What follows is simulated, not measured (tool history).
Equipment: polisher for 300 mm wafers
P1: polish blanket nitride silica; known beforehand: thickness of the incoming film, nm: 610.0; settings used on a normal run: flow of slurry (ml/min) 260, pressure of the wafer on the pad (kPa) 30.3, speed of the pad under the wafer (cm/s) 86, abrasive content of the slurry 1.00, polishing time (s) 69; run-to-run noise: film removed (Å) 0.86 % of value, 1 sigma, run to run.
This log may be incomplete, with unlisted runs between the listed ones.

| run | hour | flow of slurry (ml/min) | pressure of the wafer on the pad (kPa) | speed of the pad under the wafer (cm/s) | abrasive content of the slurry | polishing time (s) | film removed (Å) |
|---|---|---|---|---|---|---|---|
| 1 | 10.4 | 260 | 30.3 | 86 | 1.00 | 69 | 402.79 |
| 2 | 25.6 | 260 | 30.3 | 126 | 1.00 | 69 | 543.21 |
| 3 | 39.7 | 260 | 30.3 | 86 | 1.00 | 69 | 402.44 |
| 4 | 54.5 | 260 | 30.3 | 86 | 0.55 | 69 | 294.25 |
| 5 | 63.5 | 260 | 30.3 | 86 | 1.00 | 69 | 400.54 |
|  | 75.0 | slurry nozzle cleaned |
| 6 | 80.2 | 260 | 30.3 | 86 | 1.00 | 93 | 545.50 |
| 7 | 88.7 | 325 | 42.7 | 86 | 1.00 | 69 | 574.86 |
| 8 | 104.7 | 155 | 30.3 | 86 | 1.00 | 69 | 367.80 |
| 9 | 123.7 | 260 | 30.3 | 86 | 1.00 | 46 | 267.05 |
| 10 | 138.6 | 260 | 40.0 | 86 | 1.00 | 69 | 526.99 |
| 11 | 147.1 | 260 | 30.3 | 86 | 1.45 | 69 | 467.75 |
| 12 | 162.5 | 405 | 30.3 | 86 | 1.00 | 69 | 412.07 |
| 13 | 177.0 | 260 | 30.3 | 86 | 1.00 | 69 | 398.26 |
| 14 | 191.0 | 260 | 13.8 | 86 | 1.00 | 69 | 180.44 |
| 15 | 202.2 | 260 | 30.3 | 58 | 0.55 | 69 | 212.59 |
| 16 | 219.7 | 260 | 30.3 | 86 | 1.00 | 69 | 404.22 |
| 17 | 230.9 | 260 | 30.3 | 52 | 1.30 | 69 | 298.25 |
| 18 | 249.9 | 260 | 30.3 | 52 | 1.00 | 69 | 264.11 |
| 19 | 263.8 | 260 | 30.3 | 86 | 1.00 | 69 | 395.98 |
| 20 | 278.7 | 260 | 30.3 | 86 | 1.00 | 69 | 404.33 |
| 21 | 294.1 | 260 | 30.3 | 86 | 1.00 | 69 | 384.02 |
| 22 | 307.3 | 260 | 30.3 | 86 | 1.00 | 69 | 372.61 |
| 23 | 317.1 | 260 | 30.3 | 86 | 1.00 | 69 | 366.75 |
| 24 | 333.4 | 260 | 30.3 | 86 | 1.00 | 69 | 364.79 |
|  | 337.2 | slurry nozzle cleaned |
| 25 | 343.3 | 260 | 30.3 | 86 | 1.00 | 69 | 367.81 |
|  | 346.8 | worn pad replaced by a new one |
|  | 349.4 | conditioning disc replaced and pad reconditioned |
| 26 | 361.0 | 260 | 30.3 | 86 | 1.00 | 69 | 365.16 |
| 27 | 369.9 | 260 | 30.3 | 86 | 1.00 | 69 | 363.99 |
| 28 | 378.9 | 260 | 30.3 | 86 | 1.00 | 69 | 362.13 |

What P1 gives has crept off from where it sat before. The 2 causes that follow fit the log equally well, each at the size noted:
A: head's pressure below its setpoint, % = 9.41
B: abrasive missing from the slurry, % = 18.6
The gradual shift began around hour 278.7.
Every other cause this tool's parts could produce, and why it does not fit the log:
removal rate lost through wear of the pad, %: serviced at hour 346.8, which brought nothing back
slurry flow missing at the pad, %: serviced at hour 337.2, which brought nothing back
time polished since the conditioner stopped cutting, s: serviced at hour 349.4, which brought nothing back

Each of the check runs listed below is run on 5 wafers and reports their average, with the results left as question marks. Pick the one under which the possible causes would lead to clearly different results.
| check 1 | 387.9 | 260 | 30.3 | 86 | 0.55 | 69 | ? |
| check 2 | 387.9 | 395 | 30.3 | 120 | 1.00 | 69 | ? |
| check 3 | 387.9 | 395 | 30.3 | 86 | 1.00 | 69 | ? |
| check 4 | 387.9 | 400 | 30.3 | 86 | 1.00 | 69 | ? |

What every check run would give for each of its results, assuming each possible cause in turn:
| check | result | if A | if B |
|---|---|---|---|
| check 1 | film removed (Å) | 264.10 | 256.26 |
| check 2 | film removed (Å) | 489.97 | 489.97 |
| check 3 | film removed (Å) | 375.34 | 375.34 |
| check 4 | film removed (Å) | 375.66 | 375.66 |
How far apart the two closest causes lie, in the result that separates them most: check 1 3.01 %; check 2 0 %; check 3 0 %; check 4 0 %
Only in check 1 would the causes give clearly different results; in the remaining checks their results would be nearly the same.

Check 1 was carried out, with these results: film removed (Å) 264.69. Which of the listed causes is responsible?

It was cause A: head's pressure below its setpoint, %.
